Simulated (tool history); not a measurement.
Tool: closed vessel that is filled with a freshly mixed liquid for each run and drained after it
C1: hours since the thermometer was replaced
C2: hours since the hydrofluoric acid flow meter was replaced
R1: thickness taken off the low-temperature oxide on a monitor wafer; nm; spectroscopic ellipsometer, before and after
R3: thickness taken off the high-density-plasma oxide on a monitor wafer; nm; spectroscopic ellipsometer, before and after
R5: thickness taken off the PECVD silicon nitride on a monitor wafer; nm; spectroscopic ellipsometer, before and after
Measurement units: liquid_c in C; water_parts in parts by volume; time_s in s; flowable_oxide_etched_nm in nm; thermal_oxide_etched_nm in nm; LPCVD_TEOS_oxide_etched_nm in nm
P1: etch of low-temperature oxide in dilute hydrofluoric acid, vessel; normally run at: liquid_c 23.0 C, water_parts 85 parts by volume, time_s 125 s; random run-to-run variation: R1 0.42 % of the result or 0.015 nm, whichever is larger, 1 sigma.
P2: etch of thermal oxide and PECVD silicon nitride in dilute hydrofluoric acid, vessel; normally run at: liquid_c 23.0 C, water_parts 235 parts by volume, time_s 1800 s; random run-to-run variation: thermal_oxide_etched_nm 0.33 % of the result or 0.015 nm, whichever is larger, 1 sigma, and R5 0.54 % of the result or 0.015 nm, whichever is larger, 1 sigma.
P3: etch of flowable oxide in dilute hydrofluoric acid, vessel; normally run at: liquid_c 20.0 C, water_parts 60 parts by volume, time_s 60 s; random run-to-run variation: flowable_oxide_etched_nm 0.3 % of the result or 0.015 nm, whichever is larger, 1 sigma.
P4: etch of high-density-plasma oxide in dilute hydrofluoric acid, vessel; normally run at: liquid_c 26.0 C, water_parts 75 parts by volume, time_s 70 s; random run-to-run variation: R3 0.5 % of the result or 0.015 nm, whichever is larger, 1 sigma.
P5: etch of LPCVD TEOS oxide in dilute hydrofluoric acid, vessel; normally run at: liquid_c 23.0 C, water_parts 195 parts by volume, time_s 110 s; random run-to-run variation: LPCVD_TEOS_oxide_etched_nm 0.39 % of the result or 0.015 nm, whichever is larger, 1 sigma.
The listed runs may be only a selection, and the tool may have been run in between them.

{"run": 1, "hour": 16.6, "process": "P1", "liquid_c": 23.0, "water_parts": 85, "time_s": 125, "C1": 407.3, "C2": 1061.8, "R1": 30.16}
{"run": 2, "hour": 26.9, "process": "P3", "liquid_c": 20.0, "water_parts": 60, "time_s": 115, "C1": 417.6, "C2": 1072.1, "flowable_oxide_etched_nm": 70.158}
{"run": 3, "hour": 40.6, "process": "P4", "liquid_c": 26.0, "water_parts": 75, "time_s": 70, "C1": 431.3, "C2": 1085.8, "R3": 5.324}
{"run": 4, "hour": 53.4, "process": "P2", "liquid_c": 23.0, "water_parts": 235, "time_s": 1800, "C1": 444.1, "C2": 1098.6, "thermal_oxide_etched_nm": 30.863, "R5": 40.094}
{"run": 5, "hour": 64.3, "process": "P3", "liquid_c": 26.0, "water_parts": 60, "time_s": 60, "C1": 455.0, "C2": 1109.5, "flowable_oxide_etched_nm": 47.01}
{"run": 6, "hour": 73.1, "process": "P1", "liquid_c": 30.0, "water_parts": 135, "time_s": 125, "C1": 463.8, "C2": 1118.3, "R1": 23.179}
{"run": 7, "hour": 84.0, "process": "P5", "liquid_c": 23.0, "water_parts": 195, "time_s": 110, "C1": 474.7, "C2": 1129.2, "LPCVD_TEOS_oxide_etched_nm": 22.726}
{"run": 8, "hour": 93.1, "process": "P4", "liquid_c": 19.0, "water_parts": 75, "time_s": 70, "C1": 483.8, "C2": 1138.3, "R3": 3.95}
{"run": 9, "hour": 105.3, "process": "P5", "liquid_c": 23.0, "water_parts": 30, "time_s": 110, "C1": 496.0, "C2": 1150.5, "LPCVD_TEOS_oxide_etched_nm": 179.47}
{"run": 10, "hour": 120.0, "process": "P1", "liquid_c": 23.0, "water_parts": 85, "time_s": 125, "C1": 510.7, "C2": 1165.2, "R1": 30.004}
{"run": 11, "hour": 138.0, "process": "P1", "liquid_c": 23.0, "water_parts": 85, "time_s": 30, "C1": 528.7, "C2": 1183.2, "R1": 7.2119}
{"run": 12, "hour": 146.8, "process": "P5", "liquid_c": 23.0, "water_parts": 195, "time_s": 45, "C1": 537.5, "C2": 1192.0, "LPCVD_TEOS_oxide_etched_nm": 9.3258}
{"run": 13, "hour": 160.1, "process": "P1", "liquid_c": 23.0, "water_parts": 85, "time_s": 205, "C1": 550.8, "C2": 1205.3, "R1": 49.163}
{"run": 14, "hour": 177.7, "process": "P3", "liquid_c": 20.0, "water_parts": 60, "time_s": 60, "C1": 568.4, "C2": 1222.9, "flowable_oxide_etched_nm": 36.657}
{"run": 15, "hour": 188.4, "process": "P1", "liquid_c": 23.0, "water_parts": 85, "time_s": 125, "C1": 579.1, "C2": 1233.6, "R1": 30.064}
{"run": 16, "hour": 199.8, "process": "P1", "liquid_c": 23.0, "water_parts": 45, "time_s": 125, "C1": 590.5, "C2": 1245.0, "R1": 59.439}
{"run": 17, "hour": 212.3, "process": "P4", "liquid_c": 26.0, "water_parts": 75, "time_s": 30, "C1": 603.0, "C2": 1257.5, "R3": 2.2706}
{"run": 18, "hour": 223.6, "process": "P4", "liquid_c": 26.0, "water_parts": 75, "time_s": 70, "C1": 614.3, "C2": 1268.8, "R3": 5.3357}
{"run": 19, "hour": 242.0, "process": "P2", "liquid_c": 23.0, "water_parts": 235, "time_s": 1800, "C1": 632.7, "C2": 1287.2, "thermal_oxide_etched_nm": 30.604, "R5": 40.283}
{"run": 20, "hour": 256.8, "process": "P2", "liquid_c": 23.0, "water_parts": 235, "time_s": 550, "C1": 647.5, "C2": 1302.0, "thermal_oxide_etched_nm": 9.4014, "R5": 12.28}
{"run": 21, "hour": 272.9, "process": "P3", "liquid_c": 20.0, "water_parts": 105, "time_s": 60, "C1": 663.6, "C2": 1318.1, "flowable_oxide_etched_nm": 19.848}
{"run": 22, "hour": 282.9, "process": "P1", "liquid_c": 17.0, "water_parts": 85, "time_s": 125, "C1": 673.6, "C2": 1328.1, "R1": 23.284}
{"run": 23, "hour": 293.5, "process": "P1", "liquid_c": 23.0, "water_parts": 85, "time_s": 125, "C1": 684.2, "C2": 1338.7, "R1": 30.001}
{"run": 24, "hour": 305.3, "process": "P1", "liquid_c": 29.5, "water_parts": 85, "time_s": 125, "C1": 696.0, "C2": 1350.5, "R1": 38.361}
{"run": 25, "hour": 313.9, "process": "P2", "liquid_c": 23.0, "water_parts": 420, "time_s": 1800, "C1": 704.6, "C2": 1359.1, "thermal_oxide_etched_nm": 14.434, "R5": 22.723}
{"hour": 323.7, "done": "thermometer replaced"}
{"run": 26, "hour": 327.8, "process": "P1", "liquid_c": 23.0, "water_parts": 130, "time_s": 125, "C1": 4.2, "C2": 1373.0, "R1": 18.627}
{"run": 27, "hour": 336.9, "process": "P4", "liquid_c": 26.0, "water_parts": 20, "time_s": 70, "C1": 13.3, "C2": 1382.1, "R3": 21.548}
{"run": 28, "hour": 353.2, "process": "P2", "liquid_c": 17.0, "water_parts": 235, "time_s": 1800, "C1": 29.6, "C2": 1398.4, "thermal_oxide_etched_nm": 24.551, "R5": 27.26}
{"run": 29, "hour": 363.7, "process": "P5", "liquid_c": 17.0, "water_parts": 195, "time_s": 110, "C1": 40.1, "C2": 1408.9, "LPCVD_TEOS_oxide_etched_nm": 17.961}
{"run": 30, "hour": 377.1, "process": "P1", "liquid_c": 23.0, "water_parts": 85, "time_s": 125, "C1": 53.5, "C2": 1422.3, "R1": 29.741}
{"run": 31, "hour": 392.9, "process": "P1", "liquid_c": 23.0, "water_parts": 85, "time_s": 125, "C1": 69.3, "C2": 1438.1, "R1": 29.805}
{"run": 32, "hour": 407.7, "process": "P1", "liquid_c": 23.0, "water_parts": 85, "time_s": 125, "C1": 84.1, "C2": 1452.9, "R1": 29.147}
{"run": 33, "hour": 423.5, "process": "P1", "liquid_c": 23.0, "water_parts": 85, "time_s": 125, "C1": 99.9, "C2": 1468.7, "R1": 28.201}
{"run": 34, "hour": 436.0, "process": "P1", "liquid_c": 23.0, "water_parts": 85, "time_s": 125, "C1": 112.4, "C2": 1481.2, "R1": 27.945}
{"run": 35, "hour": 446.5, "process": "P1", "liquid_c": 23.0, "water_parts": 85, "time_s": 125, "C1": 122.9, "C2": 1491.7, "R1": 27.687}
{"run": 36, "hour": 454.8, "process": "P1", "liquid_c": 23.0, "water_parts": 85, "time_s": 125, "C1": 131.2, "C2": 1500.0, "R1": 27.73}
{"run": 37, "hour": 473.1, "process": "P1", "liquid_c": 23.0, "water_parts": 85, "time_s": 125, "C1": 149.5, "C2": 1518.3, "R1": 27.754}
{"run": 38, "hour": 484.3, "process": "P1", "liquid_c": 23.0, "water_parts": 85, "time_s": 125, "C1": 160.7, "C2": 1529.5, "R1": 27.457}
{"run": 39, "hour": 501.2, "process": "P1", "liquid_c": 23.0, "water_parts": 85, "time_s": 125, "C1": 177.6, "C2": 1546.4, "R1": 27.349}
{"run": 40, "hour": 516.9, "process": "P1", "liquid_c": 23.0, "water_parts": 85, "time_s": 125, "C1": 193.3, "C2": 1562.1, "R1": 27.235}
{"run": 41, "hour": 532.5, "process": "P1", "liquid_c": 23.0, "water_parts": 85, "time_s": 125, "C1": 208.9, "C2": 1577.7, "R1": 27.377}

The log shows P1 creeping away from where it was. Any of the 2 causes listed here, at the size stated for it, fits the log just as well as the others:
A: hydrofluoric acid flow below the setpoint (%) = 8.24
B: liquid colder than its thermometer reads (K) = 2.34
At approximately hour 392.9, the process output began to creep.

Which of the 4 check runs listed below separates the causes, so that each cause would produce a clearly different result? Each run uses one wafer, and its results are marked with question marks.
{"run": "check 1", "hour": 548.1, "process": "P5", "liquid_c": 18.0, "water_parts": 195, "time_s": 110, "LPCVD_TEOS_oxide_etched_nm": "?"}
{"run": "check 2", "hour": 548.1, "process": "P2", "liquid_c": 23.0, "water_parts": 420, "time_s": 1800, "thermal_oxide_etched_nm": "?", "R5": "?"}
{"run": "check 3", "hour": 548.1, "process": "P4", "liquid_c": 20.0, "water_parts": 35, "time_s": 70, "R3": "?"}
{"run": "check 4", "hour": 548.1, "process": "P3", "liquid_c": 20.0, "water_parts": 100, "time_s": 100, "flowable_oxide_etched_nm": "?"}

If the cause were each of the candidates in turn, the checks would give the following:
check=check_1 result=LPCVD_TEOS_oxide_etched_nm if_A=16.9110 if_B=17.0570
check=check_2 result=thermal_oxide_etched_nm if_A=12.8480 if_B=13.3690
check=check_2 result=R5 if_A=20.990 if_B=19.842
check=check_3 result=R3 if_A=8.5756 if_B=8.4763
check=check_4 result=flowable_oxide_etched_nm if_A=31.824 if_B=31.786
Separation of the two closest causes in each check, using whichever result separates them best: check 1 0.86 %; check 2 5.62 %; check 3 1.16 %; check 4 0.12 %
Of the check runs offered, only check 2 discriminates between the causes; the rest would read about the same regardless of which cause applies.

Check 2 has now been run. It gave: thermal_oxide_etched_nm 12.8060 nm; R5 21.022 nm. Which of the candidate causes is it?

It is A: hydrofluoric acid flow below the setpoint (%).

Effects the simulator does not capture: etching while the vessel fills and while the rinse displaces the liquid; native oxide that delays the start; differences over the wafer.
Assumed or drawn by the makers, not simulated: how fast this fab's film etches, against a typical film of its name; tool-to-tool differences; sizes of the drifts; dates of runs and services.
